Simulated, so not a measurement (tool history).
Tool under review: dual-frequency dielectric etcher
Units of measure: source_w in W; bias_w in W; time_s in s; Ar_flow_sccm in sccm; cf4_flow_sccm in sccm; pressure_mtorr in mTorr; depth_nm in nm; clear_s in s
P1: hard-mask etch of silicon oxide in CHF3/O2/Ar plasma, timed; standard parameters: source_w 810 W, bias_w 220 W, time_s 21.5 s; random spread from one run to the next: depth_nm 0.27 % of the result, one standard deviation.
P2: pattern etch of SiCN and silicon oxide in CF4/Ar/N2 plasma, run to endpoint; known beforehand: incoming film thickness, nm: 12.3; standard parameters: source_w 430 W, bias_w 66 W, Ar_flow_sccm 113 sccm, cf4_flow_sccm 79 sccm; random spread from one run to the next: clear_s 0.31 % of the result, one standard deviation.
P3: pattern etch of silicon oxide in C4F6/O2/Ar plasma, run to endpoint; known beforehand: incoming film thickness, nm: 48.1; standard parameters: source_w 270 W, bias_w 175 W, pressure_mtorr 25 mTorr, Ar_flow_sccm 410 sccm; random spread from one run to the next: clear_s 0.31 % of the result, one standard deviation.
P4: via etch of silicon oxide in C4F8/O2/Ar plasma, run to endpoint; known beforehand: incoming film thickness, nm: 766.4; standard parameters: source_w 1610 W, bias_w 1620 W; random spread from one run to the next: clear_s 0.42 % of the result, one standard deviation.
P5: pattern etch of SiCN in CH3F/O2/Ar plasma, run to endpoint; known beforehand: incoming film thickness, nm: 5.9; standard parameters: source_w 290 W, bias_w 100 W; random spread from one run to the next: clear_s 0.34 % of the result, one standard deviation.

run 1 hour=15.8 | process=P1 source_w=810 bias_w=220 time_s=21.5 | depth_nm=50.24
run 2 hour=28.8 | process=P4 source_w=1610 bias_w=2236 | clear_s=163.88
run 3 hour=40.3 | process=P2 source_w=430 bias_w=89 Ar_flow_sccm=113 cf4_flow_sccm=79 | clear_s=13.61
run 4 hour=58.1 | process=P1 source_w=810 bias_w=285 time_s=21.5 | depth_nm=54.956
-- hour=73.5 source power generator calibrated
run 5 hour=74.8 | process=P3 source_w=150 bias_w=175 Ar_flow_sccm=410 pressure_mtorr=25 | clear_s=22.7
run 6 hour=86.1 | process=P5 source_w=290 bias_w=69 | clear_s=17.683
run 7 hour=103 | process=P2 source_w=430 bias_w=66 Ar_flow_sccm=113 cf4_flow_sccm=79 | clear_s=15.081
run 8 hour=114 | process=P1 source_w=810 bias_w=220 time_s=21.5 | depth_nm=50.508
run 9 hour=128.8 | process=P5 source_w=290 bias_w=100 | clear_s=15.331
run 10 hour=145 | process=P1 source_w=610 bias_w=293 time_s=21.5 | depth_nm=50.143
run 11 hour=157.5 | process=P1 source_w=810 bias_w=220 time_s=15 | depth_nm=35.182
run 12 hour=174.6 | process=P1 source_w=810 bias_w=220 time_s=21.5 | depth_nm=50.525
run 13 hour=190.4 | process=P1 source_w=810 bias_w=220 time_s=21.5 | depth_nm=50.578
run 14 hour=199.7 | process=P1 source_w=810 bias_w=220 time_s=32.5 | depth_nm=76.263
run 15 hour=209.2 | process=P1 source_w=520 bias_w=220 time_s=21.5 | depth_nm=42.698
run 16 hour=226.6 | process=P1 source_w=810 bias_w=144 time_s=21.5 | depth_nm=43.903
run 17 hour=236.5 | process=P1 source_w=530 bias_w=220 time_s=30 | depth_nm=60.016
run 18 hour=249.8 | process=P3 source_w=270 bias_w=175 Ar_flow_sccm=330 pressure_mtorr=25 | clear_s=17.748
run 19 hour=263.5 | process=P3 source_w=270 bias_w=175 Ar_flow_sccm=410 pressure_mtorr=25 | clear_s=18.021
run 20 hour=277.1 | process=P2 source_w=430 bias_w=66 Ar_flow_sccm=113 cf4_flow_sccm=101 | clear_s=14.539
run 21 hour=287.1 | process=P3 source_w=270 bias_w=121 Ar_flow_sccm=410 pressure_mtorr=25 | clear_s=20.385
run 22 hour=296.8 | process=P3 source_w=270 bias_w=175 Ar_flow_sccm=410 pressure_mtorr=25 | clear_s=18.138
run 23 hour=313.7 | process=P1 source_w=810 bias_w=220 time_s=21.5 | depth_nm=50.457
run 24 hour=329.8 | process=P1 source_w=810 bias_w=220 time_s=21.5 | depth_nm=50.386
run 25 hour=346.2 | process=P4 source_w=1050 bias_w=1620 | clear_s=212.14
run 26 hour=362.5 | process=P5 source_w=230 bias_w=100 | clear_s=16.741
run 27 hour=379.3 | process=P2 source_w=430 bias_w=66 Ar_flow_sccm=159 cf4_flow_sccm=79 | clear_s=15.932
run 28 hour=391.2 | process=P4 source_w=1610 bias_w=1620 | clear_s=179.15
run 29 hour=408.8 | process=P3 source_w=270 bias_w=175 Ar_flow_sccm=410 pressure_mtorr=30 | clear_s=18.507
run 30 hour=420.7 | process=P2 source_w=430 bias_w=66 Ar_flow_sccm=113 cf4_flow_sccm=79 | clear_s=15.136
run 31 hour=430.8 | process=P2 source_w=520 bias_w=66 Ar_flow_sccm=113 cf4_flow_sccm=79 | clear_s=12.711
run 32 hour=448.6 | process=P1 source_w=1140 bias_w=220 time_s=21.5 | depth_nm=57.463
run 33 hour=463.2 | process=P1 source_w=810 bias_w=220 time_s=21.5 | depth_nm=50.497
run 34 hour=478 | process=P1 source_w=810 bias_w=220 time_s=21.5 | depth_nm=50.362
run 35 hour=492.7 | process=P1 source_w=810 bias_w=220 time_s=21.5 | depth_nm=50.021
run 36 hour=500.7 | process=P1 source_w=810 bias_w=220 time_s=21.5 | depth_nm=49.929
run 37 hour=514 | process=P1 source_w=810 bias_w=220 time_s=21.5 | depth_nm=49.842
run 38 hour=526.6 | process=P1 source_w=810 bias_w=220 time_s=21.5 | depth_nm=49.809
run 39 hour=538.6 | process=P1 source_w=810 bias_w=220 time_s=21.5 | depth_nm=50.064
run 40 hour=549.3 | process=P1 source_w=810 bias_w=220 time_s=21.5 | depth_nm=49.664
-- hour=557.6 wet clean of the chamber
run 41 hour=564.8 | process=P1 source_w=810 bias_w=220 time_s=21.5 | depth_nm=49.792
run 42 hour=583.2 | process=P1 source_w=810 bias_w=220 time_s=21.5 | depth_nm=49.665
run 43 hour=596.4 | process=P1 source_w=810 bias_w=220 time_s=21.5 | depth_nm=49.709

Run 44 comes next. What will it give?
run 44 hour=606 | process=P1 source_w=810 bias_w=220 time_s=21.5 | depth_nm=?

depth_nm: 49.593 nm
